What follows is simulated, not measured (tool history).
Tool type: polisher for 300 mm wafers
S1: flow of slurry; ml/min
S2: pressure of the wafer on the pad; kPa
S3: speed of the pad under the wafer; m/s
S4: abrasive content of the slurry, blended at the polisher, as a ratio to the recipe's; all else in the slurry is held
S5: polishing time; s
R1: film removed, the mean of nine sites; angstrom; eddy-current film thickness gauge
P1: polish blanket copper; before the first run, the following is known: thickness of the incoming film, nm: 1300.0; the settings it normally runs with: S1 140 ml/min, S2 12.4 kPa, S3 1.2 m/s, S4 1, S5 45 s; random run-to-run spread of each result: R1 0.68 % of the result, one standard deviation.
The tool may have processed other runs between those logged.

run 1 day=0.175 | S1=140 S2=12.4 S3=1.2 S4=1 S5=45 | R1=820.63
run 2 day=0.308 | S1=140 S2=12.4 S3=1.2 S4=1 S5=45 | R1=828.42
run 3 day=0.529 | S1=140 S2=15.9 S3=1.2 S4=1 S5=58 | R1=1381.2
run 4 day=0.675 | S1=140 S2=12.4 S3=1.64 S4=1 S5=45 | R1=1131.9
run 5 day=0.821 | S1=140 S2=12.4 S3=1.2 S4=1 S5=45 | R1=830.93
run 6 day=1.017 | S1=140 S2=12.4 S3=1.2 S4=1 S5=45 | R1=827.46
run 7 day=1.121 | S1=140 S2=12.4 S3=1.2 S4=1 S5=45 | R1=829.39
run 8 day=1.3 | S1=140 S2=12.4 S3=1.2 S4=1.3 S5=71 | R1=1393.2
run 9 day=1.433 | S1=140 S2=5.5 S3=1.2 S4=1 S5=45 | R1=367.48
run 10 day=1.625 | S1=140 S2=12.4 S3=1.2 S4=0.75 S5=45 | R1=786.47
run 11 day=1.812 | S1=140 S2=12.4 S3=1.2 S4=1 S5=45 | R1=826.3
run 12 day=2.004 | S1=140 S2=12.4 S3=1.2 S4=1 S5=69 | R1=1261.3
run 13 day=2.108 | S1=140 S2=16.5 S3=1.2 S4=1 S5=45 | R1=1106.5
run 14 day=2.325 | S1=220 S2=12.4 S3=1.2 S4=1 S5=45 | R1=892.71
run 15 day=2.483 | S1=140 S2=12.4 S3=0.92 S4=1.4 S5=45 | R1=680.2
run 16 day=2.683 | S1=140 S2=12.4 S3=1.2 S4=1 S5=45 | R1=821.26
run 17 day=2.783 | S1=140 S2=12.4 S3=1.2 S4=1 S5=20 | R1=369.83
run 18 day=2.958 | S1=140 S2=12.4 S3=0.7 S4=1 S5=45 | R1=484.18
run 19 day=3.179 | S1=85 S2=12.4 S3=1.2 S4=1 S5=45 | R1=741.96
run 20 day=3.279 | S1=140 S2=12.4 S3=1.2 S4=1.45 S5=45 | R1=896.54
run 21 day=3.5 | S1=140 S2=12.4 S3=1.2 S4=1 S5=45 | R1=840.6
run 22 day=3.721 | S1=140 S2=12.4 S3=1.2 S4=1 S5=45 | R1=790.26
run 23 day=3.942 | S1=140 S2=12.4 S3=1.2 S4=1 S5=45 | R1=770.12
run 24 day=4.083 | S1=140 S2=12.4 S3=1.2 S4=1 S5=45 | R1=769.25
run 25 day=4.254 | S1=140 S2=12.4 S3=1.2 S4=1 S5=45 | R1=758.55
run 26 day=4.421 | S1=140 S2=12.4 S3=1.2 S4=1 S5=45 | R1=750.22
-- day=4.446 worn pad replaced by a new one
-- day=4.471 slurry blender recalibrated
run 27 day=4.521 | S1=140 S2=12.4 S3=1.2 S4=1 S5=45 | R1=747.58
run 28 day=4.712 | S1=140 S2=12.4 S3=1.2 S4=1 S5=45 | R1=744.47
run 29 day=4.892 | S1=140 S2=12.4 S3=1.2 S4=1 S5=45 | R1=736.89

The output of P1 has drifted from where it used to be. Each of the 2 causes below, taken at the size shown beside it, accounts for the log equally well:
A: slurry flow missing at the pad, % = 37.4
B: head's pressure below its setpoint, % = 10.1
At approximately day 3.5, the process output began to creep.
Why every other cause is out:
removal rate lost through wear of the pad, %: its service at day 4.446 followed the start of the drift and did not put the process back to its old value
abrasive missing from the slurry, %: its service at day 4.471 followed the start of the drift and did not put the process back to its old value

Consider the 4 single-wafer check runs listed below, results given as question marks: which one distinguishes between the causes by giving clearly different results for each?
run check 1 day=5.071 | S1=140 S2=12.4 S3=1.2 S4=1.4 S5=21 | R1=?
run check 2 day=5.071 | S1=140 S2=6.9 S3=1.2 S4=1 S5=45 | R1=?
run check 3 day=5.071 | S1=140 S2=12.4 S3=1.5 S4=1 S5=61 | R1=?
run check 4 day=5.071 | S1=85 S2=12.4 S3=1.2 S4=1 S5=45 | R1=?

Expected result of each check under each candidate cause:
check=check_1 result=R1 if_A=374.33 if_B=374.45
check=check_2 result=R1 if_A=414.05 if_B=414.17
check=check_3 result=R1 if_A=1262.8 if_B=1263.2
check=check_4 result=R1 if_A=627.23 if_B=664.25
Per check, the gap between the least separated pair of causes, taken in the result that splits them most: check 1 0.03 %; check 2 0.03 %; check 3 0.03 %; check 4 5.74 %
Only in check 4 would the causes give clearly different results; in the remaining checks their results would be nearly the same.

Then check 4 was run and gave: R1 664.44 angstrom. Which cause is it?

The cause is B: head's pressure below its setpoint, %.

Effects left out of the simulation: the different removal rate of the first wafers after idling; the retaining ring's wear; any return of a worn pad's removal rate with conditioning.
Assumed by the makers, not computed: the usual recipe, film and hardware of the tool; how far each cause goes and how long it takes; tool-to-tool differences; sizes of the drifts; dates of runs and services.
